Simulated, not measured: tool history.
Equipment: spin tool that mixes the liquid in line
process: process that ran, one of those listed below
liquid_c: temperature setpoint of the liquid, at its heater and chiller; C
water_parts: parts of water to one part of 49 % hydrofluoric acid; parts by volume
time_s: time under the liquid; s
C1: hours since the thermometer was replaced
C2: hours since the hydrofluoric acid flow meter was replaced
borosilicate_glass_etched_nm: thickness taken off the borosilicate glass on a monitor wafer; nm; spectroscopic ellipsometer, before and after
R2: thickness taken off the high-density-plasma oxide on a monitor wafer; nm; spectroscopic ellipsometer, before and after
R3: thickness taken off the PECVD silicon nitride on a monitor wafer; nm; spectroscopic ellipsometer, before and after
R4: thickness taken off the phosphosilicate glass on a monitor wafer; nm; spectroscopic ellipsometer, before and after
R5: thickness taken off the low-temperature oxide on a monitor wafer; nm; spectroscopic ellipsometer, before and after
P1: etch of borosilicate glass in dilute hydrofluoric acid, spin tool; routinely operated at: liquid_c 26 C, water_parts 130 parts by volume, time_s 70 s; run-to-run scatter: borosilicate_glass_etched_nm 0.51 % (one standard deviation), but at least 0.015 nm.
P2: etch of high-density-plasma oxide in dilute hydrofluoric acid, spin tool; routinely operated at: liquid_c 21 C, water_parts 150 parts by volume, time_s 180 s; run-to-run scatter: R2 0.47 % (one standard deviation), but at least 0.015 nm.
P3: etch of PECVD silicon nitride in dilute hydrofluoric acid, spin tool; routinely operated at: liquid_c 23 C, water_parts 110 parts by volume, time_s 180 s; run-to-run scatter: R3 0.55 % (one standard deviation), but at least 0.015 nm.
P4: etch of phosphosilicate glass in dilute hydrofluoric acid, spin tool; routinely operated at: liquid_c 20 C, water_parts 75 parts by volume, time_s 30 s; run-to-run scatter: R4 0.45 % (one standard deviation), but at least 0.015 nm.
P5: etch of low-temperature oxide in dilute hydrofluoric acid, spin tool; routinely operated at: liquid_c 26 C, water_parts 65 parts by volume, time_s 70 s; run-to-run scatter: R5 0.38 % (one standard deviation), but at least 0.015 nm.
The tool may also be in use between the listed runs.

Run 1, hour 7.5: process P1, liquid_c 26 C, water_parts 130 parts by volume, time_s 70 s; C1 722.3; C2 341.7. Result: borosilicate_glass_etched_nm 20.418 nm.
Run 2, hour 16.5: process P2, liquid_c 21 C, water_parts 150 parts by volume, time_s 180 s; C1 731.3; C2 350.7. Result: R2 5.1963 nm.
Run 3, hour 24.9: process P1, liquid_c 26 C, water_parts 130 parts by volume, time_s 70 s; C1 739.7; C2 359.1. Result: borosilicate_glass_etched_nm 20.747 nm.
Run 4, hour 31.7: process P2, liquid_c 17 C, water_parts 150 parts by volume, time_s 180 s; C1 746.5; C2 365.9. Result: R2 4.4148 nm.
Run 5, hour 38.5: process P3, liquid_c 23 C, water_parts 110 parts by volume, time_s 180 s; C1 753.3; C2 372.7. Result: R3 8.1808 nm.
Run 6, hour 45.9: process P4, liquid_c 17 C, water_parts 75 parts by volume, time_s 30 s; C1 760.7; C2 380.1. Result: R4 54.009 nm.
Run 7, hour 54: process P1, liquid_c 21 C, water_parts 130 parts by volume, time_s 70 s; C1 768.8; C2 388.2. Result: borosilicate_glass_etched_nm 16.85 nm.
Run 8, hour 60.8: process P1, liquid_c 34 C, water_parts 130 parts by volume, time_s 70 s; C1 775.6; C2 395. Result: borosilicate_glass_etched_nm 27.171 nm.
Run 9, hour 65.8: process P1, liquid_c 22 C, water_parts 130 parts by volume, time_s 120 s; C1 780.6; C2 400. Result: borosilicate_glass_etched_nm 29.95 nm.
Run 10, hour 70.5: process P3, liquid_c 23 C, water_parts 110 parts by volume, time_s 180 s; C1 785.3; C2 404.7. Result: R3 8.1569 nm.
Run 11, hour 77.3: process P2, liquid_c 21 C, water_parts 150 parts by volume, time_s 180 s; C1 792.1; C2 411.5. Result: R2 5.2264 nm.
At hour 79.8: thermometer replaced.
Run 12, hour 82.7: process P4, liquid_c 20 C, water_parts 75 parts by volume, time_s 30 s; C1 3; C2 416.9. Result: R4 61.376 nm.
Run 13, hour 88.7: process P1, liquid_c 26 C, water_parts 130 parts by volume, time_s 70 s; C1 9; C2 422.9. Result: borosilicate_glass_etched_nm 20.537 nm.
Run 14, hour 93.6: process P4, liquid_c 20 C, water_parts 140 parts by volume, time_s 30 s; C1 13.9; C2 427.8. Result: R4 30.477 nm.
Run 15, hour 100.4: process P1, liquid_c 26 C, water_parts 130 parts by volume, time_s 70 s; C1 20.7; C2 434.6. Result: borosilicate_glass_etched_nm 20.434 nm.
Run 16, hour 106.6: process P5, liquid_c 34 C, water_parts 65 parts by volume, time_s 70 s; C1 26.9; C2 440.8. Result: R5 27.991 nm.
Run 17, hour 110.7: process P3, liquid_c 30 C, water_parts 110 parts by volume, time_s 180 s; C1 31; C2 444.9. Result: R3 12.694 nm.
Run 18, hour 115.6: process P5, liquid_c 26 C, water_parts 65 parts by volume, time_s 70 s; C1 35.9; C2 449.8. Result: R5 20.534 nm.
Run 19, hour 121.4: process P1, liquid_c 26 C, water_parts 240 parts by volume, time_s 70 s; C1 41.7; C2 455.6. Result: borosilicate_glass_etched_nm 9.7705 nm.
Run 20, hour 128.1: process P1, liquid_c 26 C, water_parts 130 parts by volume, time_s 130 s; C1 48.4; C2 462.3. Result: borosilicate_glass_etched_nm 37.967 nm.
Run 21, hour 136.2: process P3, liquid_c 23 C, water_parts 110 parts by volume, time_s 15 s; C1 56.5; C2 470.4. Result: R3 0.67475 nm.
Run 22, hour 140.7: process P1, liquid_c 26 C, water_parts 130 parts by volume, time_s 15 s; C1 61; C2 474.9. Result: borosilicate_glass_etched_nm 4.365 nm.
Run 23, hour 149.5: process P4, liquid_c 20 C, water_parts 75 parts by volume, time_s 15 s; C1 69.8; C2 483.7. Result: R4 30.739 nm.
Run 24, hour 156.9: process P5, liquid_c 26 C, water_parts 65 parts by volume, time_s 105 s; C1 77.2; C2 491.1. Result: R5 30.876 nm.
Run 25, hour 165.5: process P2, liquid_c 21 C, water_parts 150 parts by volume, time_s 355 s; C1 85.8; C2 499.7. Result: R2 10.242 nm.
Run 26, hour 169.5: process P1, liquid_c 26 C, water_parts 25 parts by volume, time_s 70 s; C1 89.8; C2 503.7. Result: borosilicate_glass_etched_nm 122.3 nm.
Run 27, hour 176.8: process P2, liquid_c 21 C, water_parts 25 parts by volume, time_s 180 s; C1 97.1; C2 511. Result: R2 36.292 nm.
Run 28, hour 183.7: process P3, liquid_c 23 C, water_parts 185 parts by volume, time_s 180 s; C1 104; C2 517.9. Result: R3 4.9345 nm.
Run 29, hour 188.8: process P1, liquid_c 18 C, water_parts 130 parts by volume, time_s 15 s; C1 109.1; C2 523. Result: borosilicate_glass_etched_nm 3.2074 nm.
Run 30, hour 192.9: process P1, liquid_c 22 C, water_parts 130 parts by volume, time_s 105 s; C1 113.2; C2 527.1. Result: borosilicate_glass_etched_nm 26.626 nm.
Run 31, hour 198.8: process P5, liquid_c 26 C, water_parts 100 parts by volume, time_s 70 s; C1 119.1; C2 533. Result: R5 12.807 nm.
Run 32, hour 207.7: process P1, liquid_c 26 C, water_parts 130 parts by volume, time_s 70 s; C1 128; C2 541.9. Result: borosilicate_glass_etched_nm 20.26 nm.
Run 33, hour 216: process P1, liquid_c 26 C, water_parts 130 parts by volume, time_s 70 s; C1 136.3; C2 550.2. Result: borosilicate_glass_etched_nm 19.855 nm.
Run 34, hour 223.9: process P1, liquid_c 26 C, water_parts 130 parts by volume, time_s 70 s; C1 144.2; C2 558.1. Result: borosilicate_glass_etched_nm 19.629 nm.
Run 35, hour 231.7: process P1, liquid_c 26 C, water_parts 130 parts by volume, time_s 70 s; C1 152; C2 565.9. Result: borosilicate_glass_etched_nm 19.415 nm.
Run 36, hour 237.2: process P1, liquid_c 26 C, water_parts 130 parts by volume, time_s 70 s; C1 157.5; C2 571.4. Result: borosilicate_glass_etched_nm 19.365 nm.
Run 37, hour 241.5: process P1, liquid_c 26 C, water_parts 130 parts by volume, time_s 70 s; C1 161.8; C2 575.7. Result: borosilicate_glass_etched_nm 19.269 nm.
Run 38, hour 245.6: process P1, liquid_c 26 C, water_parts 130 parts by volume, time_s 70 s; C1 165.9; C2 579.8. Result: borosilicate_glass_etched_nm 19.074 nm.
Run 39, hour 249.7: process P1, liquid_c 26 C, water_parts 130 parts by volume, time_s 70 s; C1 170; C2 583.9. Result: borosilicate_glass_etched_nm 19.093 nm.
Run 40, hour 257.7: process P1, liquid_c 26 C, water_parts 130 parts by volume, time_s 70 s; C1 178; C2 591.9. Result: borosilicate_glass_etched_nm 19.273 nm.
Run 41, hour 262.4: process P1, liquid_c 26 C, water_parts 130 parts by volume, time_s 70 s; C1 182.7; C2 596.6. Result: borosilicate_glass_etched_nm 19.084 nm.
Run 42, hour 270.3: process P1, liquid_c 26 C, water_parts 130 parts by volume, time_s 70 s; C1 190.6; C2 604.5. Result: borosilicate_glass_etched_nm 19.054 nm.

The output of P1 has drifted from where it used to be. Each of the 2 causes below, taken at the size shown beside it, accounts for the log equally well:
A: hydrofluoric acid flow below the setpoint (%) = 5.75
B: liquid colder than its thermometer reads (K) = 1.8
The drift started at roughly hour 207.7.

Listed below are the offered check runs, one wafer per run, with question marks in place of results. For which of them would the causes give clearly different outcomes?
Run check 1, hour 278.2: process P2, liquid_c 21 C, water_parts 150 parts by volume, time_s 180 s. Result: R2 ?.
Run check 2, hour 278.2: process P3, liquid_c 23 C, water_parts 110 parts by volume, time_s 180 s. Result: R3 ?.
Run check 3, hour 278.2: process P5, liquid_c 26 C, water_parts 65 parts by volume, time_s 70 s. Result: R5 ?.
Run check 4, hour 278.2: process P4, liquid_c 20 C, water_parts 75 parts by volume, time_s 30 s. Result: R4 ?.

What each check would give under each cause:
  check  result    if A    if B
check 1      R2  4.8753  4.8624
check 2      R3  7.7298  7.2676
check 3      R5  19.296  19.144
check 4      R4    57.5  56.862
Per check, the gap between the least separated pair of causes, taken in the result that splits them most: check 1 0.27 %; check 2 6.17 %; check 3 0.79 %; check 4 1.12 %
Check 2 is the one run that separates the causes; every other check would come out nearly the same whichever cause is at work.

Then check 2 was run and gave: R3 7.7104 nm. Which cause is it?

It is A: hydrofluoric acid flow below the setpoint (%).
